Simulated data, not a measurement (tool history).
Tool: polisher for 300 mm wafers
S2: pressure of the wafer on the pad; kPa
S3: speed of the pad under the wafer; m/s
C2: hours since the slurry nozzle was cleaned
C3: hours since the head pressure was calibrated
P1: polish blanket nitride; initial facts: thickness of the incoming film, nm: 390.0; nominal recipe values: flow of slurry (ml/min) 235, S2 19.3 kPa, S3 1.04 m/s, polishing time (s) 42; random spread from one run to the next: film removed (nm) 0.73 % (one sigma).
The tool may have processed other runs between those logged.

Run 1, hour 12.4: flow of slurry (ml/min) 235, S2 19.3 kPa, S3 1.04 m/s, polishing time (s) 42; wafers polished on this pad 246; C2 203.0; C3 382.0. Result: film removed (nm) 71.603.
Run 2, hour 25.2: flow of slurry (ml/min) 235, S2 19.3 kPa, S3 1.04 m/s, polishing time (s) 42; wafers polished on this pad 349; C2 215.8; C3 394.8. Result: film removed (nm) 72.066.
Run 3, hour 39.2: flow of slurry (ml/min) 235, S2 19.3 kPa, S3 1.04 m/s, polishing time (s) 42; wafers polished on this pad 462; C2 229.8; C3 408.8. Result: film removed (nm) 70.663.
Run 4, hour 49.4: flow of slurry (ml/min) 235, S2 19.3 kPa, S3 1.04 m/s, polishing time (s) 42; wafers polished on this pad 544; C2 240.0; C3 419.0. Result: film removed (nm) 71.554.
Run 5, hour 66.2: flow of slurry (ml/min) 235, S2 19.3 kPa, S3 1.04 m/s, polishing time (s) 30; wafers polished on this pad 680; C2 256.8; C3 435.8. Result: film removed (nm) 50.330.
Run 6, hour 79.8: flow of slurry (ml/min) 235, S2 19.3 kPa, S3 1.58 m/s, polishing time (s) 42; wafers polished on this pad 789; C2 270.4; C3 449.4. Result: film removed (nm) 98.781.
Run 7, hour 96.7: flow of slurry (ml/min) 235, S2 19.3 kPa, S3 1.04 m/s, polishing time (s) 64; wafers polished on this pad 926; C2 287.3; C3 466.3. Result: film removed (nm) 107.550.
Run 8, hour 105.2: flow of slurry (ml/min) 140, S2 19.3 kPa, S3 1.04 m/s, polishing time (s) 42; wafers polished on this pad 994; C2 295.8; C3 474.8. Result: film removed (nm) 66.281.
Run 9, hour 120.0: flow of slurry (ml/min) 235, S2 19.3 kPa, S3 1.52 m/s, polishing time (s) 56; wafers polished on this pad 1113; C2 310.6; C3 489.6. Result: film removed (nm) 126.990.
Run 10, hour 128.9: flow of slurry (ml/min) 140, S2 19.3 kPa, S3 1.04 m/s, polishing time (s) 28; wafers polished on this pad 1185; C2 319.5; C3 498.5. Result: film removed (nm) 43.763.
Run 11, hour 139.8: flow of slurry (ml/min) 235, S2 29.6 kPa, S3 1.04 m/s, polishing time (s) 42; wafers polished on this pad 1273; C2 330.4; C3 509.4. Result: film removed (nm) 108.130.
Run 12, hour 154.4: flow of slurry (ml/min) 235, S2 9.7 kPa, S3 1.04 m/s, polishing time (s) 42; wafers polished on this pad 1391; C2 345.0; C3 524.0. Result: film removed (nm) 35.238.
Run 13, hour 166.0: flow of slurry (ml/min) 235, S2 19.3 kPa, S3 1.04 m/s, polishing time (s) 42; wafers polished on this pad 1484; C2 356.6; C3 535.6. Result: film removed (nm) 70.032.
Run 14, hour 181.6: flow of slurry (ml/min) 140, S2 19.3 kPa, S3 1.04 m/s, polishing time (s) 59; wafers polished on this pad 1610; C2 372.2; C3 551.2. Result: film removed (nm) 91.368.
Run 15, hour 197.7: flow of slurry (ml/min) 235, S2 19.3 kPa, S3 1.04 m/s, polishing time (s) 42; wafers polished on this pad 1740; C2 388.3; C3 567.3. Result: film removed (nm) 70.428.
Run 16, hour 213.8: flow of slurry (ml/min) 295, S2 19.3 kPa, S3 1.04 m/s, polishing time (s) 42; wafers polished on this pad 1870; C2 404.4; C3 583.4. Result: film removed (nm) 73.884.
Run 17, hour 223.9: flow of slurry (ml/min) 235, S2 19.3 kPa, S3 0.60 m/s, polishing time (s) 42; wafers polished on this pad 1951; C2 414.5; C3 593.5. Result: film removed (nm) 45.861.
Run 18, hour 239.9: flow of slurry (ml/min) 235, S2 19.3 kPa, S3 1.04 m/s, polishing time (s) 42; wafers polished on this pad 2080; C2 430.5; C3 609.5. Result: film removed (nm) 70.763.
Run 19, hour 252.1: flow of slurry (ml/min) 235, S2 19.3 kPa, S3 1.04 m/s, polishing time (s) 42; wafers polished on this pad 2178; C2 442.7; C3 621.7. Result: film removed (nm) 69.865.
Run 20, hour 267.7: flow of slurry (ml/min) 235, S2 19.3 kPa, S3 1.04 m/s, polishing time (s) 42; wafers polished on this pad 2304; C2 458.3; C3 637.3. Result: film removed (nm) 68.277.
Run 21, hour 279.2: flow of slurry (ml/min) 235, S2 19.3 kPa, S3 1.04 m/s, polishing time (s) 42; wafers polished on this pad 2397; C2 469.8; C3 648.8. Result: film removed (nm) 67.983.
Run 22, hour 289.8: flow of slurry (ml/min) 235, S2 19.3 kPa, S3 1.04 m/s, polishing time (s) 42; wafers polished on this pad 2482; C2 480.4; C3 659.4. Result: film removed (nm) 67.924.
At hour 292.7: head pressure recalibrated.
Run 23, hour 305.2: flow of slurry (ml/min) 235, S2 19.3 kPa, S3 1.04 m/s, polishing time (s) 42; wafers polished on this pad 2606; C2 495.8; C3 12.6. Result: film removed (nm) 67.816.
Run 24, hour 318.0: flow of slurry (ml/min) 235, S2 19.3 kPa, S3 1.04 m/s, polishing time (s) 42; wafers polished on this pad 2710; C2 508.6; C3 25.4. Result: film removed (nm) 67.601.
Run 25, hour 331.9: flow of slurry (ml/min) 235, S2 19.3 kPa, S3 1.04 m/s, polishing time (s) 42; wafers polished on this pad 2822; C2 522.5; C3 39.3. Result: film removed (nm) 67.250.
Run 26, hour 347.5: flow of slurry (ml/min) 235, S2 19.3 kPa, S3 1.04 m/s, polishing time (s) 42; wafers polished on this pad 2948; C2 538.1; C3 54.9. Result: film removed (nm) 67.195.
Run 27, hour 363.0: flow of slurry (ml/min) 235, S2 19.3 kPa, S3 1.04 m/s, polishing time (s) 42; wafers polished on this pad 3072; C2 553.6; C3 70.4. Result: film removed (nm) 67.780.
Run 28, hour 375.9: flow of slurry (ml/min) 235, S2 19.3 kPa, S3 1.04 m/s, polishing time (s) 42; wafers polished on this pad 3176; C2 566.5; C3 83.3. Result: film removed (nm) 67.914.
Run 29, hour 384.2: flow of slurry (ml/min) 235, S2 19.3 kPa, S3 1.04 m/s, polishing time (s) 42; wafers polished on this pad 3243; C2 574.8; C3 91.6. Result: film removed (nm) 67.040.

The output of P1 has drifted from where it used to be. Each of the 2 causes below, taken at the size shown beside it, accounts for the log equally well:
A: removal rate lost through wear of the pad, % = 5.45
B: slurry flow missing at the pad, % = 33.4
Onset of the creep was near hour 239.9.
Every other cause this tool's parts could produce, and why it does not fit the log:
head's pressure below its setpoint, %: serviced at hour 292.7, after the drift had started, without restoring the earlier output

The 4 check runs listed below each average the results of 5 wafers, and their outcomes are marked with question marks. Under which run would the listed causes produce clearly different results?
Run check 1, hour 392.5: flow of slurry (ml/min) 150, S2 19.3 kPa, S3 1.04 m/s, polishing time (s) 33. Result: film removed (nm) ?.
Run check 2, hour 392.5: flow of slurry (ml/min) 235, S2 19.3 kPa, S3 0.72 m/s, polishing time (s) 54. Result: film removed (nm) ?.
Run check 3, hour 392.5: flow of slurry (ml/min) 235, S2 11.0 kPa, S3 1.04 m/s, polishing time (s) 42. Result: film removed (nm) ?.
Run check 4, hour 392.5: flow of slurry (ml/min) 235, S2 19.3 kPa, S3 1.52 m/s, polishing time (s) 31. Result: film removed (nm) ?.

Outcome of each check run for each possible cause:
  check             result    if A    if B
check 1  film removed (nm)  49.516  48.110
check 2  film removed (nm)  64.318  64.316
check 3  film removed (nm)  38.363  38.362
check 4  film removed (nm)  67.129  67.127
Gap, in per cent, between the two causes that each check separates least, read from the result that separates them most: check 1 2.88 %; check 2 0 %; check 3 0 %; check 4 0 %
Check 1 is the one run that separates the causes; every other check would come out nearly the same whichever cause is at work.

The results of check 1 are: film removed (nm) 49.335. Based on these, which of the listed causes is it?

A is the cause: removal rate lost through wear of the pad, %.

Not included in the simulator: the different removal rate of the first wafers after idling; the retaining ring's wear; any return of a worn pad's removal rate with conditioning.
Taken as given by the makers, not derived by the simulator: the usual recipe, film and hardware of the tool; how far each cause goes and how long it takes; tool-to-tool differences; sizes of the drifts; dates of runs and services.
